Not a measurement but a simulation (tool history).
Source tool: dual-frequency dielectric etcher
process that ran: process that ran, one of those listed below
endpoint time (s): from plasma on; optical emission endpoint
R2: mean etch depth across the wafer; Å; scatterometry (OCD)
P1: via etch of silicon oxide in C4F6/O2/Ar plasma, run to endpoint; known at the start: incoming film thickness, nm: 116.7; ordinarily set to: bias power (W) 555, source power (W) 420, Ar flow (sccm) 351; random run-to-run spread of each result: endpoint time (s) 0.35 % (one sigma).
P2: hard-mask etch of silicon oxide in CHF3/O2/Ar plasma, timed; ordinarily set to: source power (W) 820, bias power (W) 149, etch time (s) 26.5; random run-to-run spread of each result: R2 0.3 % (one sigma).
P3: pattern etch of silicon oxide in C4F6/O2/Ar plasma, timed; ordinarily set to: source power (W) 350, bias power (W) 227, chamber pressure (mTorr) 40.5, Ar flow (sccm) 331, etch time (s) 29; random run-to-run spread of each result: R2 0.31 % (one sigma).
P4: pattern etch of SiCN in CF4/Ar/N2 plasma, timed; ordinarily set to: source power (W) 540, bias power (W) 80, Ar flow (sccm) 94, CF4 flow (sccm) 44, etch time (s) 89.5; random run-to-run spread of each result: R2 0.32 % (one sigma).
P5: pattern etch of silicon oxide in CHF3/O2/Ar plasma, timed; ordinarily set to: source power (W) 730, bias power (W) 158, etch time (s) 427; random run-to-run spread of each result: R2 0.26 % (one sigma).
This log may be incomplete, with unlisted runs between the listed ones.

run 1 day=0.358 | process_that_ran=P1 bias_power_(W)=555 source_power_(W)=420 Ar_flow_(sccm)=351 | endpoint_time_(s)=24.271
run 2 day=0.742 | process_that_ran=P5 bias_power_(W)=115 source_power_(W)=730 etch_time_(s)=427 | R2=7944.2
run 3 day=0.958 | process_that_ran=P3 bias_power_(W)=227 source_power_(W)=350 Ar_flow_(sccm)=331 etch_time_(s)=29 chamber_pressure_(mTorr)=40.5 | R2=875.46
run 4 day=1.388 | process_that_ran=P1 bias_power_(W)=555 source_power_(W)=420 Ar_flow_(sccm)=351 | endpoint_time_(s)=24.554
run 5 day=1.812 | process_that_ran=P4 bias_power_(W)=80 source_power_(W)=540 Ar_flow_(sccm)=73 etch_time_(s)=89.5 CF4_flow_(sccm)=44 | R2=925.61
run 6 day=2.05 | process_that_ran=P4 bias_power_(W)=80 source_power_(W)=540 Ar_flow_(sccm)=94 etch_time_(s)=58 CF4_flow_(sccm)=44 | R2=583.34
run 7 day=2.346 | process_that_ran=P1 bias_power_(W)=555 source_power_(W)=420 Ar_flow_(sccm)=351 | endpoint_time_(s)=24.364
run 8 day=2.629 | process_that_ran=P5 bias_power_(W)=158 source_power_(W)=590 etch_time_(s)=427 | R2=8132.3
run 9 day=3.083 | process_that_ran=P1 bias_power_(W)=555 source_power_(W)=340 Ar_flow_(sccm)=351 | endpoint_time_(s)=26.519
run 10 day=3.55 | process_that_ran=P1 bias_power_(W)=555 source_power_(W)=420 Ar_flow_(sccm)=468 | endpoint_time_(s)=25.343
run 11 day=3.933 | process_that_ran=P3 bias_power_(W)=227 source_power_(W)=460 Ar_flow_(sccm)=331 etch_time_(s)=29 chamber_pressure_(mTorr)=40.5 | R2=981.34
run 12 day=4.183 | process_that_ran=P5 bias_power_(W)=158 source_power_(W)=730 etch_time_(s)=427 | R2=8785.4
run 13 day=4.671 | process_that_ran=P4 bias_power_(W)=80 source_power_(W)=540 Ar_flow_(sccm)=94 etch_time_(s)=89.5 CF4_flow_(sccm)=44 | R2=891.81
run 14 day=5.162 | process_that_ran=P2 bias_power_(W)=149 source_power_(W)=820 etch_time_(s)=38.5 | R2=796.28
run 15 day=5.629 | process_that_ran=P3 bias_power_(W)=227 source_power_(W)=350 Ar_flow_(sccm)=331 etch_time_(s)=29 chamber_pressure_(mTorr)=40.5 | R2=880.95
run 16 day=6.096 | process_that_ran=P1 bias_power_(W)=674 source_power_(W)=420 Ar_flow_(sccm)=351 | endpoint_time_(s)=22.693
run 17 day=6.425 | process_that_ran=P1 bias_power_(W)=708 source_power_(W)=290 Ar_flow_(sccm)=351 | endpoint_time_(s)=25.483
run 18 day=6.821 | process_that_ran=P1 bias_power_(W)=555 source_power_(W)=420 Ar_flow_(sccm)=258 | endpoint_time_(s)=23.623
run 19 day=7.296 | process_that_ran=P3 bias_power_(W)=131 source_power_(W)=350 Ar_flow_(sccm)=331 etch_time_(s)=29 chamber_pressure_(mTorr)=40.5 | R2=744.87
run 20 day=7.696 | process_that_ran=P1 bias_power_(W)=343 source_power_(W)=290 Ar_flow_(sccm)=351 | endpoint_time_(s)=33.599
run 21 day=8 | process_that_ran=P5 bias_power_(W)=158 source_power_(W)=730 etch_time_(s)=427 | R2=8783
run 22 day=8.308 | process_that_ran=P2 bias_power_(W)=183 source_power_(W)=820 etch_time_(s)=26.5 | R2=586.61
run 23 day=8.571 | process_that_ran=P4 bias_power_(W)=80 source_power_(W)=320 Ar_flow_(sccm)=94 etch_time_(s)=89.5 CF4_flow_(sccm)=44 | R2=565.97
run 24 day=9.067 | process_that_ran=P1 bias_power_(W)=555 source_power_(W)=420 Ar_flow_(sccm)=351 | endpoint_time_(s)=24.497
run 25 day=9.533 | process_that_ran=P5 bias_power_(W)=158 source_power_(W)=730 etch_time_(s)=633 | R2=13068
run 26 day=9.788 | process_that_ran=P2 bias_power_(W)=149 source_power_(W)=620 etch_time_(s)=26.5 | R2=493.64
run 27 day=10.2 | process_that_ran=P4 bias_power_(W)=80 source_power_(W)=540 Ar_flow_(sccm)=94 etch_time_(s)=89.5 CF4_flow_(sccm)=58 | R2=928.2
run 28 day=10.429 | process_that_ran=P4 bias_power_(W)=80 source_power_(W)=540 Ar_flow_(sccm)=94 etch_time_(s)=89.5 CF4_flow_(sccm)=44 | R2=889.34
run 29 day=10.825 | process_that_ran=P1 bias_power_(W)=555 source_power_(W)=570 Ar_flow_(sccm)=351 | endpoint_time_(s)=21.809
run 30 day=11.158 | process_that_ran=P3 bias_power_(W)=227 source_power_(W)=350 Ar_flow_(sccm)=331 etch_time_(s)=37.5 chamber_pressure_(mTorr)=40.5 | R2=1141.7
run 31 day=11.383 | process_that_ran=P3 bias_power_(W)=227 source_power_(W)=350 Ar_flow_(sccm)=331 etch_time_(s)=29 chamber_pressure_(mTorr)=31 | R2=905.49
run 32 day=11.888 | process_that_ran=P1 bias_power_(W)=555 source_power_(W)=420 Ar_flow_(sccm)=351 | endpoint_time_(s)=24.509
run 33 day=12.362 | process_that_ran=P3 bias_power_(W)=227 source_power_(W)=350 Ar_flow_(sccm)=397 etch_time_(s)=29 chamber_pressure_(mTorr)=40.5 | R2=861.79
run 34 day=12.6 | process_that_ran=P2 bias_power_(W)=149 source_power_(W)=820 etch_time_(s)=26.5 | R2=547.1
run 35 day=13.038 | process_that_ran=P1 bias_power_(W)=455 source_power_(W)=420 Ar_flow_(sccm)=273 | endpoint_time_(s)=25.457
run 36 day=13.358 | process_that_ran=P1 bias_power_(W)=339 source_power_(W)=420 Ar_flow_(sccm)=351 | endpoint_time_(s)=29.223
run 37 day=13.783 | process_that_ran=P1 bias_power_(W)=555 source_power_(W)=420 Ar_flow_(sccm)=351 | endpoint_time_(s)=24.508
run 38 day=14.029 | process_that_ran=P4 bias_power_(W)=111 source_power_(W)=540 Ar_flow_(sccm)=94 etch_time_(s)=89.5 CF4_flow_(sccm)=44 | R2=1007.4
run 39 day=14.275 | process_that_ran=P1 bias_power_(W)=555 source_power_(W)=420 Ar_flow_(sccm)=351 | endpoint_time_(s)=24.533
run 40 day=14.767 | process_that_ran=P1 bias_power_(W)=555 source_power_(W)=420 Ar_flow_(sccm)=351 | endpoint_time_(s)=24.293
-- day=15.058 Ar flow controller replaced
run 41 day=15.246 | process_that_ran=P1 bias_power_(W)=555 source_power_(W)=420 Ar_flow_(sccm)=351 | endpoint_time_(s)=24.092
-- day=15.442 wet clean of the chamber
run 42 day=15.746 | process_that_ran=P1 bias_power_(W)=555 source_power_(W)=420 Ar_flow_(sccm)=351 | endpoint_time_(s)=23.903
run 43 day=16.038 | process_that_ran=P1 bias_power_(W)=555 source_power_(W)=420 Ar_flow_(sccm)=351 | endpoint_time_(s)=23.986
run 44 day=16.283 | process_that_ran=P1 bias_power_(W)=555 source_power_(W)=420 Ar_flow_(sccm)=351 | endpoint_time_(s)=23.966
run 45 day=16.504 | process_that_ran=P1 bias_power_(W)=555 source_power_(W)=420 Ar_flow_(sccm)=351 | endpoint_time_(s)=24.011

Something has made what P1 gives creep away from where it was; the 2 causes below, each at its own stated size, fit the log equally well:
A: bias power that arrives over what is set, % = 4.74
B: source power that arrives over what is set, % = 4.9
The gradual shift began around day 14.275.
Every other cause this tool's parts could produce, and why it does not fit the log:
chamber walls in a state that raises the etch rate, %: maintenance at day 15.442, after the shift began, did not return the process to its former output
Ar flow that arrives under what is set, %: maintenance at day 15.058, after the shift began, did not return the process to its former output

Which of the 4 check runs listed below separates the causes, so that each cause would produce a clearly different result? Each run uses one wafer, and its results are marked with question marks.
run check 1 day=16.725 | process_that_ran=P4 bias_power_(W)=80 source_power_(W)=540 Ar_flow_(sccm)=94 etch_time_(s)=89.5 CF4_flow_(sccm)=44 | R2=?
run check 2 day=16.725 | process_that_ran=P5 bias_power_(W)=158 source_power_(W)=730 etch_time_(s)=427 | R2=?
run check 3 day=16.725 | process_that_ran=P3 bias_power_(W)=227 source_power_(W)=350 Ar_flow_(sccm)=331 etch_time_(s)=29 chamber_pressure_(mTorr)=40.5 | R2=?
run check 4 day=16.725 | process_that_ran=P2 bias_power_(W)=149 source_power_(W)=820 etch_time_(s)=26.5 | R2=?

What each check would give under each cause:
check=check_1 result=R2 if_A=908.52 if_B=930.86
check=check_2 result=R2 if_A=8900.7 if_B=8932.1
check=check_3 result=R2 if_A=896.09 if_B=898.59
check=check_4 result=R2 if_A=557.51 if_B=559.73
Per check, the gap between the least separated pair of causes, taken in the result that splits them most: check 1 2.43 %; check 2 0.35 %; check 3 0.28 %; check 4 0.4 %
The causes can be told apart only by check 1. The other checks would give nearly the same results under each of them.

Check 1 has now been run. It gave: R2 909.97 Å. Which of the candidate causes is it?

Of the candidate causes, it is A: bias power that arrives over what is set, %.

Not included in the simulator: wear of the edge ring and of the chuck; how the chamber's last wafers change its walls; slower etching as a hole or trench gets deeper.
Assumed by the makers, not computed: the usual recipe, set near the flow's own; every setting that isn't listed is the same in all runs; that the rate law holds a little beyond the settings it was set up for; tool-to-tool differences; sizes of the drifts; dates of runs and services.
